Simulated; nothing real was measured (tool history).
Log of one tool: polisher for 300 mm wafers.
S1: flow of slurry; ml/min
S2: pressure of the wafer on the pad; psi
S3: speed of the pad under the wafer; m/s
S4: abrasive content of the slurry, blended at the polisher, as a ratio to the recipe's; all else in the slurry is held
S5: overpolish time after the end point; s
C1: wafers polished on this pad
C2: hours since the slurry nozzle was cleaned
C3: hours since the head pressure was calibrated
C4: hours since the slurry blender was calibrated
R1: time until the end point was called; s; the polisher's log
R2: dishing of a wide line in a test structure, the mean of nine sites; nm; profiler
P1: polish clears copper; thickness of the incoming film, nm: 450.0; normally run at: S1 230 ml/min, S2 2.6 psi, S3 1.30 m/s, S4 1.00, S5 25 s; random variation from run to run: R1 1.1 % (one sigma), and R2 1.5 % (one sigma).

| run | day | S1 | S2 | S3 | S4 | S5 | C1 | C2 | C3 | C4 | R1 | R2 |
|---|---|---|---|---|---|---|---|---|---|---|---|---|
| 1 | 0.192 | 230 | 2.6 | 1.30 | 1.00 | 25 | 459 | 87.2 | 147.7 | 205.7 | 133.740 | 50.909 |
| 2 | 0.371 | 230 | 1.5 | 1.30 | 1.00 | 25 | 503 | 91.5 | 152.0 | 210.0 | 229.590 | 31.835 |
| 3 | 0.475 | 230 | 2.6 | 1.30 | 1.00 | 25 | 529 | 94.0 | 154.5 | 212.5 | 129.540 | 51.148 |
| 4 | 0.596 | 230 | 2.6 | 1.30 | 1.30 | 8 | 559 | 96.9 | 157.4 | 215.4 | 123.930 | 20.230 |
|  | 0.654 | worn pad replaced by a new one |
| 5 | 0.771 | 230 | 1.9 | 1.30 | 1.30 | 25 | 29 | 101.1 | 161.6 | 219.6 | 168.030 | 40.913 |
| 6 | 0.921 | 230 | 2.6 | 1.74 | 1.00 | 25 | 66 | 104.7 | 165.2 | 223.2 | 98.781 | 63.226 |
| 7 | 1.079 | 230 | 2.6 | 1.30 | 0.60 | 25 | 106 | 108.5 | 169.0 | 227.0 | 143.140 | 48.258 |
| 8 | 1.246 | 230 | 2.6 | 0.76 | 1.00 | 25 | 147 | 112.5 | 173.0 | 231.0 | 227.720 | 33.496 |
| 9 | 1.446 | 230 | 2.6 | 1.30 | 1.00 | 8 | 197 | 117.3 | 177.8 | 235.8 | 132.110 | 19.764 |
| 10 | 1.567 | 230 | 2.6 | 1.30 | 1.00 | 25 | 227 | 120.2 | 180.7 | 238.7 | 131.120 | 50.225 |
| 11 | 1.700 | 230 | 3.9 | 1.30 | 1.00 | 25 | 260 | 123.4 | 183.9 | 241.9 | 86.654 | 69.435 |
| 12 | 1.908 | 230 | 2.6 | 1.30 | 1.00 | 25 | 312 | 128.4 | 188.9 | 246.9 | 132.490 | 50.236 |
| 13 | 2.083 | 230 | 2.6 | 1.30 | 1.00 | 25 | 356 | 132.6 | 193.1 | 251.1 | 132.670 | 49.857 |
| 14 | 2.208 | 230 | 1.5 | 1.30 | 0.65 | 25 | 387 | 135.6 | 196.1 | 254.1 | 248.770 | 29.736 |
| 15 | 2.296 | 360 | 2.6 | 1.30 | 1.00 | 25 | 408 | 137.7 | 198.2 | 256.2 | 128.150 | 51.832 |
| 16 | 2.417 | 230 | 2.6 | 1.30 | 1.25 | 25 | 438 | 140.6 | 201.1 | 259.1 | 123.710 | 51.844 |
| 17 | 2.604 | 230 | 2.6 | 1.30 | 1.00 | 25 | 485 | 145.1 | 205.6 | 263.6 | 130.390 | 50.531 |
| 18 | 2.696 | 140 | 2.6 | 1.30 | 1.00 | 25 | 508 | 147.3 | 207.8 | 265.8 | 142.780 | 47.938 |
| 19 | 2.883 | 230 | 2.6 | 1.30 | 1.00 | 41 | 555 | 151.8 | 212.3 | 270.3 | 131.490 | 70.437 |
| 20 | 3.071 | 230 | 2.6 | 1.30 | 1.00 | 25 | 601 | 156.3 | 216.8 | 274.8 | 130.660 | 51.723 |

The next listed run, before its measurement:
| 21 | 3.275 | 230 | 2.6 | 1.30 | 1.00 | 25 | 652 | 161.2 | 221.7 | 279.7 | ? | ? |

R1: 135.900 s
R2: 50.135 nm
